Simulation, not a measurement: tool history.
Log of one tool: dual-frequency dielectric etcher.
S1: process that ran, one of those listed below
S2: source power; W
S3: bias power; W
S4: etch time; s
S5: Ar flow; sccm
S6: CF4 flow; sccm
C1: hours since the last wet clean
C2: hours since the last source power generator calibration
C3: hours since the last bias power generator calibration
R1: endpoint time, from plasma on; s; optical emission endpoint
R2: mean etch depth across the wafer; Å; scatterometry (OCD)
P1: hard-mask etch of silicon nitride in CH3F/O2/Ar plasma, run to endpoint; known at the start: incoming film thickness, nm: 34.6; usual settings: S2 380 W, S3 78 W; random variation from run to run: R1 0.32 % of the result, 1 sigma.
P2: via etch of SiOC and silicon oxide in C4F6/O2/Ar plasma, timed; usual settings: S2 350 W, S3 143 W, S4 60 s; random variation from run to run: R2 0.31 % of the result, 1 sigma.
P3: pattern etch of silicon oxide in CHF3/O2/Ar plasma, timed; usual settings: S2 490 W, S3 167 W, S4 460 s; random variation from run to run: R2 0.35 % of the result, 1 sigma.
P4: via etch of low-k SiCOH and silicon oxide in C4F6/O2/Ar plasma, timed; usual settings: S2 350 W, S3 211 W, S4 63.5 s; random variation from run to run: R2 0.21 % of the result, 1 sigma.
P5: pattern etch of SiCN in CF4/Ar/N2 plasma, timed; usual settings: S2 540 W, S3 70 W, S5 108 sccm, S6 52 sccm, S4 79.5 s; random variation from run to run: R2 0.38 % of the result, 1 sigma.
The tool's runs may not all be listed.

Run 1, hour 9: S1 P1, S2 380 W, S3 78 W; C1 219.7; C2 936.2; C3 342.7. Result: R1 49.079 s.
Run 2, hour 22.7: S1 P3, S2 490 W, S3 104 W, S4 460 s; C1 233.4; C2 949.9; C3 356.4. Result: R2 6991.7 Å.
Run 3, hour 34.4: S1 P1, S2 300 W, S3 78 W; C1 245.1; C2 961.6; C3 368.1. Result: R1 53.431 s.
Run 4, hour 52.1: S1 P5, S2 540 W, S3 70 W, S4 79.5 s, S5 108 sccm, S6 63 sccm; C1 262.8; C2 979.3; C3 385.8. Result: R2 774.07 Å.
Run 5, hour 68: S1 P5, S2 540 W, S3 70 W, S4 79.5 s, S5 84 sccm, S6 52 sccm; C1 278.7; C2 995.2; C3 401.7. Result: R2 785.47 Å.
Run 6, hour 78.3: S1 P2, S2 490 W, S3 143 W, S4 60 s; C1 289; C2 1005.5; C3 412. Result: R2 687.8 Å.
Run 7, hour 93.6: S1 P3, S2 490 W, S3 167 W, S4 460 s; C1 304.3; C2 1020.8; C3 427.3. Result: R2 8136.7 Å.
Run 8, hour 105.4: S1 P3, S2 490 W, S3 167 W, S4 460 s; C1 316.1; C2 1032.6; C3 439.1. Result: R2 8106.4 Å.
Run 9, hour 116.3: S1 P1, S2 380 W, S3 78 W; C1 327; C2 1043.5; C3 450. Result: R1 48.51 s.
Run 10, hour 131.1: S1 P4, S2 350 W, S3 211 W, S4 63.5 s; C1 341.8; C2 1058.3; C3 464.8. Result: R2 1692 Å.
Run 11, hour 139.3: S1 P1, S2 490 W, S3 58 W; C1 350; C2 1066.5; C3 473. Result: R1 48.977 s.
Run 12, hour 154.9: S1 P5, S2 540 W, S3 70 W, S4 54 s, S5 108 sccm, S6 52 sccm; C1 365.6; C2 1082.1; C3 488.6. Result: R2 506.57 Å.
Run 13, hour 169.1: S1 P4, S2 350 W, S3 211 W, S4 35 s; C1 379.8; C2 1096.3; C3 502.8. Result: R2 928.38 Å.
Run 14, hour 180.5: S1 P2, S2 350 W, S3 84 W, S4 60 s; C1 391.2; C2 1107.7; C3 514.2. Result: R2 516.74 Å.
Run 15, hour 194.7: S1 P4, S2 200 W, S3 211 W, S4 63.5 s; C1 405.4; C2 1121.9; C3 528.4. Result: R2 1360.5 Å.
Run 16, hour 212.1: S1 P1, S2 380 W, S3 78 W; C1 422.8; C2 1139.3; C3 545.8. Result: R1 48.724 s.
Run 17, hour 220.1: S1 P4, S2 350 W, S3 211 W, S4 63.5 s; C1 430.8; C2 1147.3; C3 553.8. Result: R2 1685.2 Å.
Run 18, hour 229.2: S1 P1, S2 510 W, S3 107 W; C1 439.9; C2 1156.4; C3 562.9. Result: R1 39.057 s.
Run 19, hour 245.6: S1 P2, S2 350 W, S3 143 W, S4 60 s; C1 456.3; C2 1172.8; C3 579.3. Result: R2 598.77 Å.
Run 20, hour 259.4: S1 P5, S2 540 W, S3 70 W, S4 79.5 s, S5 108 sccm, S6 52 sccm; C1 470.1; C2 1186.6; C3 593.1. Result: R2 742.62 Å.
Run 21, hour 272: S1 P1, S2 380 W, S3 53 W; C1 482.7; C2 1199.2; C3 605.7. Result: R1 55.478 s.
Run 22, hour 284.9: S1 P1, S2 380 W, S3 78 W; C1 495.6; C2 1212.1; C3 618.6. Result: R1 49.01 s.
Run 23, hour 297.7: S1 P2, S2 350 W, S3 143 W, S4 45.5 s; C1 508.4; C2 1224.9; C3 631.4. Result: R2 457.01 Å.
Run 24, hour 312.6: S1 P1, S2 380 W, S3 106 W; C1 523.3; C2 1239.8; C3 646.3. Result: R1 43.658 s.
Run 25, hour 325.9: S1 P5, S2 540 W, S3 57 W, S4 79.5 s, S5 108 sccm, S6 52 sccm; C1 536.6; C2 1253.1; C3 659.6. Result: R2 696.03 Å.
Run 26, hour 341.4: S1 P3, S2 300 W, S3 167 W, S4 460 s; C1 552.1; C2 1268.6; C3 675.1. Result: R2 6715.8 Å.
Run 27, hour 349.2: S1 P1, S2 510 W, S3 78 W; C1 559.9; C2 1276.4; C3 682.9. Result: R1 43.763 s.
Run 28, hour 365.3: S1 P4, S2 350 W, S3 296 W, S4 63.5 s; C1 576; C2 1292.5; C3 699. Result: R2 1892.9 Å.
Run 29, hour 382.3: S1 P3, S2 490 W, S3 167 W, S4 253 s; C1 593; C2 1309.5; C3 716. Result: R2 4469.8 Å.
Run 30, hour 396.2: S1 P5, S2 360 W, S3 70 W, S4 79.5 s, S5 108 sccm, S6 52 sccm; C1 606.9; C2 1323.4; C3 729.9. Result: R2 520.98 Å.
Run 31, hour 409.4: S1 P1, S2 530 W, S3 93 W; C1 620.1; C2 1336.6; C3 743.1. Result: R1 40.512 s.
Run 32, hour 420.7: S1 P1, S2 380 W, S3 78 W; C1 631.4; C2 1347.9; C3 754.4. Result: R1 48.897 s.
Run 33, hour 434.9: S1 P1, S2 380 W, S3 78 W; C1 645.6; C2 1362.1; C3 768.6. Result: R1 49.481 s.
Run 34, hour 448.9: S1 P1, S2 380 W, S3 78 W; C1 659.6; C2 1376.1; C3 782.6. Result: R1 49.278 s.

Forecast run 35:
At hour 453: wet clean of the chamber.
Run 35, hour 457.2: S1 P1, S2 380 W, S3 78 W; C1 4.3; C2 1384.4; C3 790.9. Result: R1 ?.

{"run 35": {"R1": 49.518}}
